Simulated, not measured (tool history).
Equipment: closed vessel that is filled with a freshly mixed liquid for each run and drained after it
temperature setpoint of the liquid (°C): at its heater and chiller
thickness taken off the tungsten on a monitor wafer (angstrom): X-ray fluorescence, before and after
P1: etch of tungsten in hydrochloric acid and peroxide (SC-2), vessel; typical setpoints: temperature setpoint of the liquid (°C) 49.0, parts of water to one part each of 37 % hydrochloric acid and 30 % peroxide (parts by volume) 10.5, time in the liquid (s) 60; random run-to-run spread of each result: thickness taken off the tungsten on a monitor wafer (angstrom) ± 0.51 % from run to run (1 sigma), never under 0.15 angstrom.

run   hour  temperature setpoint of the liquid (°C)  parts of water to one part each of 37 % hydrochloric acid and 30 % peroxide (parts by volume)  time in the liquid (s)  hours since the thermometer was replaced  hours since the chemicals flow meter was replaced  hours since the drum of peroxide was connected  thickness taken off the tungsten on a monitor wafer (angstrom)
  1    5.5                                     49.0                                                                                           10.5                      60                                     249.1                                              315.2                                           412.5                                                         154.760
  2   11.4                                     49.0                                                                                            5.0                      95                                     255.0                                              321.1                                           418.4                                                         441.380
  3   17.2                                     37.5                                                                                           10.5                      60                                     260.8                                              326.9                                           424.2                                                          69.140
  4   21.3                                     49.0                                                                                            4.0                      60                                     264.9                                              331.0                                           428.3                                                         320.160
  5   26.2                                     49.0                                                                                           10.5                      30                                     269.8                                              335.9                                           433.2                                                          76.962
      28.9  -- new drum of peroxide connected
  6   29.8                                     59.0                                                                                           10.5                      60                                     273.4                                              339.5                                             1.0                                                         296.140
  7   34.1                                     49.0                                                                                           10.5                      60                                     277.7                                              343.8                                             5.3                                                         153.970
  8   41.1                                     49.0                                                                                            6.5                      85                                     284.7                                              350.8                                            12.3                                                         323.470
  9   44.5                                     49.0                                                                                           10.5                      60                                     288.1                                              354.2                                            15.7                                                         155.230
 10   50.8                                     49.0                                                                                           10.5                      60                                     294.4                                              360.5                                            22.0                                                         152.990
 11   55.7                                     49.0                                                                                           10.5                     105                                     299.3                                              365.4                                            26.9                                                         271.300
 12   61.8                                     35.0                                                                                           16.0                      60                                     305.4                                              371.5                                            33.0                                                          40.137
 13   68.4                                     49.0                                                                                           10.5                      60                                     312.0                                              378.1                                            39.6                                                         154.200
 14   73.4                                     49.0                                                                                           10.5                      60                                     317.0                                              383.1                                            44.6                                                         154.310
 15   79.8                                     49.0                                                                                           18.5                      60                                     323.4                                              389.5                                            51.0                                                          94.887
 16   84.1                                     49.0                                                                                           10.5                      60                                     327.7                                              393.8                                            55.3                                                         155.530
 17   90.2                                     49.0                                                                                           10.5                      60                                     333.8                                              399.9                                            61.4                                                         154.240
 18   96.0                                     49.0                                                                                           10.5                      60                                     339.6                                              405.7                                            67.2                                                         160.620
 19   99.3                                     49.0                                                                                           10.5                      60                                     342.9                                              409.0                                            70.5                                                         160.850
 20  102.4                                     49.0                                                                                           10.5                      60                                     346.0                                              412.1                                            73.6                                                         163.830
 21  108.2                                     49.0                                                                                           10.5                      60                                     351.8                                              417.9                                            79.4                                                         165.790

What will run 22 give?
 22  113.7                                     49.0                                                                                           10.5                      60                                     357.3                                              423.4                                            84.9                                                               ?

Run 22 yielded thickness taken off the tungsten on a monitor wafer (angstrom) 165.330.
